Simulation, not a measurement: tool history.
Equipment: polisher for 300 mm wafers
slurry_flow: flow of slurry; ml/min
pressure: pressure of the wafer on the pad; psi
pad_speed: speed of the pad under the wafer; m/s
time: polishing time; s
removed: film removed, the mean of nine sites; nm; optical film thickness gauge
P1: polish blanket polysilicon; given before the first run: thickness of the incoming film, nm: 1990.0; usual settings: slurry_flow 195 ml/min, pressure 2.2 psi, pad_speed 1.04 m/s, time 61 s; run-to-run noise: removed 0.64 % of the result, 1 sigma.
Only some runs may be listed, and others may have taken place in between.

| run | hour | slurry_flow | pressure | pad_speed | time | wafers polished on this pad | hours since the slurry nozzle was cleaned | hours since the head pressure was calibrated | removed |
|---|---|---|---|---|---|---|---|---|---|
| 1 | 7.8 | 195 | 2.2 | 1.04 | 61 | 583 | 432.8 | 973.8 | 463.60 |
| 2 | 15.6 | 195 | 2.2 | 1.04 | 61 | 638 | 440.6 | 981.6 | 466.02 |
| 3 | 22.0 | 195 | 2.2 | 1.04 | 61 | 683 | 447.0 | 988.0 | 464.96 |
| 4 | 32.3 | 195 | 1.1 | 1.04 | 61 | 755 | 457.3 | 998.3 | 230.80 |
| 5 | 40.1 | 195 | 2.2 | 1.04 | 86 | 810 | 465.1 | 1006.1 | 652.70 |
| 6 | 48.5 | 195 | 2.2 | 1.04 | 34 | 869 | 473.5 | 1014.5 | 258.44 |
| 7 | 55.0 | 195 | 2.2 | 1.58 | 61 | 915 | 480.0 | 1021.0 | 706.00 |
| 8 | 67.6 | 265 | 2.2 | 1.04 | 61 | 1003 | 492.6 | 1033.6 | 479.10 |
| 9 | 79.4 | 120 | 2.2 | 1.04 | 95 | 1086 | 504.4 | 1045.4 | 668.24 |
| 10 | 92.6 | 120 | 2.2 | 1.38 | 61 | 1179 | 517.6 | 1058.6 | 569.34 |
| 11 | 106.5 | 195 | 2.2 | 1.04 | 61 | 1276 | 531.5 | 1072.5 | 461.93 |
| 12 | 112.7 | 115 | 2.2 | 1.04 | 61 | 1320 | 537.7 | 1078.7 | 425.90 |
| 13 | 126.0 | 195 | 2.2 | 0.48 | 61 | 1413 | 551.0 | 1092.0 | 214.22 |
| 14 | 136.2 | 195 | 3.1 | 1.04 | 61 | 1485 | 561.2 | 1102.2 | 651.52 |
| 15 | 144.0 | 195 | 2.2 | 1.04 | 61 | 1540 | 569.0 | 1110.0 | 466.05 |
| 16 | 156.0 | 280 | 1.0 | 1.04 | 61 | 1624 | 581.0 | 1122.0 | 219.10 |
| 17 | 168.1 | 195 | 2.2 | 1.04 | 61 | 1709 | 593.1 | 1134.1 | 462.26 |
| 18 | 179.1 | 195 | 2.2 | 1.04 | 61 | 1786 | 604.1 | 1145.1 | 451.84 |
| 19 | 189.5 | 195 | 2.2 | 1.04 | 61 | 1860 | 614.5 | 1155.5 | 448.36 |
| 20 | 199.3 | 195 | 2.2 | 1.04 | 61 | 1928 | 624.3 | 1165.3 | 445.87 |
|  | 202.8 | worn pad replaced by a new one |
| 21 | 207.3 | 195 | 2.2 | 1.04 | 61 | 31 | 632.3 | 1173.3 | 441.96 |
| 22 | 215.3 | 195 | 2.2 | 1.04 | 61 | 87 | 640.3 | 1181.3 | 439.13 |
| 23 | 224.3 | 195 | 2.2 | 1.04 | 61 | 151 | 649.3 | 1190.3 | 439.35 |

P1 has crept away from where it was. The log is fitted equally well by each of these 2 causes, at the sizes shown:
A: head's pressure below its setpoint, % = 5.78
B: slurry flow missing at the pad, % = 31
At approximately hour 168.1, the process output began to creep.
Why every other cause is out:
removal rate lost through wear of the pad, %: serviced at hour 202.8, which brought nothing back

Of the 4 check runs below, each run on 2 wafers with the results averaged and each result still a question mark, which one would tell the listed causes apart?
| check 1 | 233.3 | 115 | 2.2 | 1.04 | 44 |  |  |  | ? |
| check 2 | 233.3 | 195 | 2.2 | 1.44 | 61 |  |  |  | ? |
| check 3 | 233.3 | 195 | 2.2 | 0.50 | 35 |  |  |  | ? |
| check 4 | 233.3 | 195 | 2.2 | 1.58 | 76 |  |  |  | ? |

What every check run would give for each of its results, assuming each possible cause in turn:
| check | result | if A | if B |
|---|---|---|---|
| check 1 | removed | 288.45 | 278.18 |
| check 2 | removed | 606.69 | 606.74 |
| check 3 | removed | 120.87 | 120.88 |
| check 4 | removed | 829.36 | 829.43 |
Separation of the two closest causes in each check, using whichever result separates them best: check 1 3.63 %; check 2 0.01 %; check 3 0.01 %; check 4 0.01 %
The other checks would show nearly matching results whichever cause is true, so check 1 is the only one that separates the causes.

Here is what check 1 returned: removed 278.69 nm. Which cause is it?

Of the candidate causes, it is B: slurry flow missing at the pad, %.

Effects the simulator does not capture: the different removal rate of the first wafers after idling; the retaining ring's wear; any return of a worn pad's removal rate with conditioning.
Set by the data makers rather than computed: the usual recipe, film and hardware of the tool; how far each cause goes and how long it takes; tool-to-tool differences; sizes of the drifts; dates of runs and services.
